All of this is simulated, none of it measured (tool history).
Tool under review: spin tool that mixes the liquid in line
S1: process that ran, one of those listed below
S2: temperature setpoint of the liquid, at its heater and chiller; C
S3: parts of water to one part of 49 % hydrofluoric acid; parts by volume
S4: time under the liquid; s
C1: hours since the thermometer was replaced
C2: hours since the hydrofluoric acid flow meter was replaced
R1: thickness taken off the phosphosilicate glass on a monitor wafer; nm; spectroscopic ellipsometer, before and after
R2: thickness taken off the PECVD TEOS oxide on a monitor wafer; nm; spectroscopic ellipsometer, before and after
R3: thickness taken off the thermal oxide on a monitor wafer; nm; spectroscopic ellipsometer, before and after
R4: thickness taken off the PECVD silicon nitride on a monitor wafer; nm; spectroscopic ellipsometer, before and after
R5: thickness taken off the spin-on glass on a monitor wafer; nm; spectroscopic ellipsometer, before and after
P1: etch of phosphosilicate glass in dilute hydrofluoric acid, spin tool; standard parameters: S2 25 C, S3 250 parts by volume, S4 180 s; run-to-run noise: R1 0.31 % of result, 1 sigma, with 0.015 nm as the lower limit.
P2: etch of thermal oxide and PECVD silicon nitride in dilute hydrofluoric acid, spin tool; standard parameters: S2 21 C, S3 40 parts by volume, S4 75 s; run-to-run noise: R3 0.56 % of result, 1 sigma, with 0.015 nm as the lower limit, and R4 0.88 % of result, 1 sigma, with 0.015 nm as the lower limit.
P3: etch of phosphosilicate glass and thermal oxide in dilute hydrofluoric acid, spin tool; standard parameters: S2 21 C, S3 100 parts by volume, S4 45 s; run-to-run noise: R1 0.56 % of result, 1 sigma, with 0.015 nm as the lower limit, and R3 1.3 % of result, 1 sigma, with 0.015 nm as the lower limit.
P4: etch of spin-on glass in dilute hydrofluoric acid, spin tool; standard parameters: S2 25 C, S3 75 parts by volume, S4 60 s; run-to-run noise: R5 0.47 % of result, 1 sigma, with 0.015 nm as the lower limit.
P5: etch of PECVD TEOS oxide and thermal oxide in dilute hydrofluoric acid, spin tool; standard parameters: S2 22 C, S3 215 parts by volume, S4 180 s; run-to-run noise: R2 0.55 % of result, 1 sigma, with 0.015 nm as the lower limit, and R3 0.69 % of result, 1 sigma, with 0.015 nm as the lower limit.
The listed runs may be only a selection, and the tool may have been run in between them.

run,hour,S1,S2,S3,S4,C1,C2,R1,R2,R3,R4,R5
1,4.7,P1,25,250,180,1140.9,1610.1,54.447,,,,
2,8.6,P5,22,215,180,1144.8,1614,,5.9697,3.1841,,
3,12.6,P2,21,40,145,1148.8,1618,,,17.125,6.2285,
4,18.3,P3,29,100,45,1154.5,1623.7,33.204,,2.666,,
5,22.4,P1,25,250,180,1158.6,1627.8,54.62,,,,
6,28.9,P4,25,75,60,1165.1,1634.3,,,,,25.885
7,35.4,P1,25,250,180,1171.6,1640.8,54.394,,,,
8,40.1,P1,25,400,180,1176.3,1645.5,29.514,,,,
9,44.1,P1,25,250,25,1180.3,1649.5,7.595,,,,
10,48.7,P1,25,60,180,1184.9,1654.1,282.71,,,,
11,52.6,P1,21.5,355,180,1188.8,1658,30.723,,,,
12,59.4,P1,28.5,250,15,1195.6,1664.8,5.1524,,,,
13,64.6,P1,25,250,180,1200.8,1670,54.468,,,,
14,70.9,P3,21,100,15,1207.1,1676.3,8.0323,,0.62208,,
15,75.7,P1,25,250,180,1211.9,1681.1,54.557,,,,
16,79.8,P1,25,250,180,1216,1685.2,54.503,,,,
# hour 80.4: hydrofluoric acid flow meter replaced
17,85.2,P4,29.5,75,60,1221.4,4.8,,,,,30.84
18,91.4,P4,25,75,15,1227.6,11,,,,,6.4186
19,95.3,P1,25,250,180,1231.5,14.9,54.569,,,,
20,98.6,P5,22,215,25,1234.8,18.2,,0.78796,0.45344,,
21,103.6,P2,21,25,75,1239.8,23.2,,,14.299,4.9024,
22,108.4,P1,25,250,320,1244.6,28,97.151,,,,
23,112.6,P5,17,215,180,1248.8,32.2,,4.8034,2.6551,,
24,118.3,P1,33.5,250,180,1254.5,37.9,72.943,,,,
25,121.9,P3,21,100,45,1258.1,41.5,24.184,,1.9524,,
26,128,P2,17,40,75,1264.2,47.6,,,7.3226,2.4119,
27,133.4,P3,21,25,45,1269.6,53,105.34,,8.3931,,
28,137.1,P5,22,385,180,1273.3,56.7,,2.8319,1.5432,,
29,140.2,P1,18.5,250,180,1276.4,59.8,42.749,,,,
30,143.9,P2,21,40,75,1280.1,63.5,,,8.7842,3.1828,
31,148.2,P4,25,130,60,1284.4,67.8,,,,,13.883
32,151.9,P1,30,430,180,1288.1,71.5,31.133,,,,
33,155.8,P3,21,100,45,1292,75.4,24.129,,1.985,,
34,158.8,P1,25,250,180,1295,78.4,54.423,,,,
35,162,P1,25,250,180,1298.2,81.6,55.649,,,,
36,166.1,P1,25,250,180,1302.3,85.7,56.248,,,,
37,169.1,P1,25,250,180,1305.3,88.7,57.501,,,,
38,174.5,P1,25,250,180,1310.7,94.1,57.579,,,,
39,178.9,P1,25,250,180,1315.1,98.5,57.982,,,,
40,184.3,P1,25,250,180,1320.5,103.9,57.869,,,,
41,189.9,P1,25,250,180,1326.1,109.5,58.264,,,,
42,193.3,P1,25,250,180,1329.5,112.9,58.372,,,,
43,197.7,P1,25,250,180,1333.9,117.3,58.148,,,,
44,203.3,P1,25,250,180,1339.5,122.9,58.646,,,,

What P1 gives has crept away from where it was. These 2 causes fit the log equally well, each at the size given:
A: liquid hotter than its thermometer reads (K) = 2.03
B: hydrofluoric acid flow above the setpoint (%) = 5.8
The gradual shift began around hour 158.8.

Below are 4 check runs, each on a single wafer, with their results shown as question marks. Which of them would tell the listed causes apart, meaning the causes would give clearly different results under it?
check 1,208.9,P5,17,380,180,,,,?,?,,
check 2,208.9,P4,25,130,15,,,,,,,?
check 3,208.9,P2,21,40,145,,,,,?,?,
check 4,208.9,P3,28,100,20,,,?,,?,,

Outcome of each check run for each possible cause:
check,result,if A,if B
check 1,R2,2.5782,2.5779
check 1,R3,1.3997,1.3995
check 2,R5,3.7494,3.7042
check 3,R3,18.495,18.012
check 3,R4,7.0699,6.4939
check 4,R1,15.262,15.064
check 4,R3,1.221,1.2052
Per check, the gap between the least separated pair of causes, taken in the result that splits them most: check 1 0.01 %; check 2 1.21 %; check 3 8.5 %; check 4 1.3 %
Of the check runs offered, only check 3 discriminates between the causes; the rest would read about the same regardless of which cause applies.

Check 3 was then run and gave: R3 18.435 nm; R4 7.0153 nm. Which cause is it?

Of the candidate causes, it is A: liquid hotter than its thermometer reads (K).
